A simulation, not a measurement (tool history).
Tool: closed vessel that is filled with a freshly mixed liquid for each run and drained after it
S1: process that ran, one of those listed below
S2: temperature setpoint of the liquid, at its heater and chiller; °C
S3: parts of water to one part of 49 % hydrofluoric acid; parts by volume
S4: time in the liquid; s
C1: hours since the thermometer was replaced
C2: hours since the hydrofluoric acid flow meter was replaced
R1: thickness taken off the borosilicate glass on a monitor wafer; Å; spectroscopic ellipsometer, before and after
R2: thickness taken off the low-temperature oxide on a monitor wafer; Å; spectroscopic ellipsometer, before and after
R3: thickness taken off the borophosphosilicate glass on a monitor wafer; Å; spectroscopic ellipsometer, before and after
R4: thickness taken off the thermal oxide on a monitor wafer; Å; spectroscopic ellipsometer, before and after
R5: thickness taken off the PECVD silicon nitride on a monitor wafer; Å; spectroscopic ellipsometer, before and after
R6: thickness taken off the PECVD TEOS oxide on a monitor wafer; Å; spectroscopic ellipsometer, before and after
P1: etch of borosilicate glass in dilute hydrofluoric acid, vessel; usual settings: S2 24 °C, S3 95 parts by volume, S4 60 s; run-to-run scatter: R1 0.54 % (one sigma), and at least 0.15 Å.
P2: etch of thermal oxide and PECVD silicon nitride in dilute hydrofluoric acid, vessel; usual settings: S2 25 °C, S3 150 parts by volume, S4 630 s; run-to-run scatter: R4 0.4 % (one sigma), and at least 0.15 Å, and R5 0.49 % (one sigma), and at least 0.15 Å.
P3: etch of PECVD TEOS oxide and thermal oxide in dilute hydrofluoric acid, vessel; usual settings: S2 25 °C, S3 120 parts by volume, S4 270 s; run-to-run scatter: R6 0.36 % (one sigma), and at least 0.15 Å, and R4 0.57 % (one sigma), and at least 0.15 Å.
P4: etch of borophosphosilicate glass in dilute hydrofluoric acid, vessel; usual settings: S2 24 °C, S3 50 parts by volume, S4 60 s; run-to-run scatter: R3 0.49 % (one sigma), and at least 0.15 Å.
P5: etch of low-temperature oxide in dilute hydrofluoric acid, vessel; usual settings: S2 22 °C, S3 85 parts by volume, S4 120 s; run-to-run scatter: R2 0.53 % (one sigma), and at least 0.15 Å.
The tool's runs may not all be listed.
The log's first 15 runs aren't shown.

Run 16, hour 132.4: S1 P1, S2 27.5 °C, S3 35 parts by volume, S4 60 s; C1 1423.7; C2 1252.1. Result: R1 583.49 Å.
Run 17, hour 140.6: S1 P3, S2 25 °C, S3 60 parts by volume, S4 270 s; C1 1431.9; C2 1260.3. Result: R4 244.82 Å, R6 841.09 Å.
Run 18, hour 150: S1 P4, S2 24 °C, S3 50 parts by volume, S4 30 s; C1 1441.3; C2 1269.7. Result: R3 378.85 Å.
Run 19, hour 154.6: S1 P5, S2 22 °C, S3 85 parts by volume, S4 170 s; C1 1445.9; C2 1274.3. Result: R2 199 Å.
Run 20, hour 160.9: S1 P1, S2 28.5 °C, S3 95 parts by volume, S4 35 s; C1 1452.2; C2 1280.6. Result: R1 119.33 Å.
Run 21, hour 167.2: S1 P4, S2 19.5 °C, S3 50 parts by volume, S4 60 s; C1 1458.5; C2 1286.9. Result: R3 634.29 Å.
Run 22, hour 172.4: S1 P2, S2 31.5 °C, S3 150 parts by volume, S4 630 s; C1 1463.7; C2 1292.1. Result: R4 241.62 Å, R5 111.96 Å.
Run 23, hour 179.3: S1 P3, S2 19 °C, S3 120 parts by volume, S4 270 s; C1 1470.6; C2 1299. Result: R4 89.852 Å, R6 305.44 Å.
Run 24, hour 186.8: S1 P1, S2 24 °C, S3 95 parts by volume, S4 60 s; C1 1478.1; C2 1306.5. Result: R1 171.22 Å.

Run 25 comes next. What will it give?
Run 25, hour 195.9: S1 P1, S2 24 °C, S3 95 parts by volume, S4 60 s; C1 1487.2; C2 1315.6. Result: R1 ?.

{"run 25": {"R1": 171.56}}
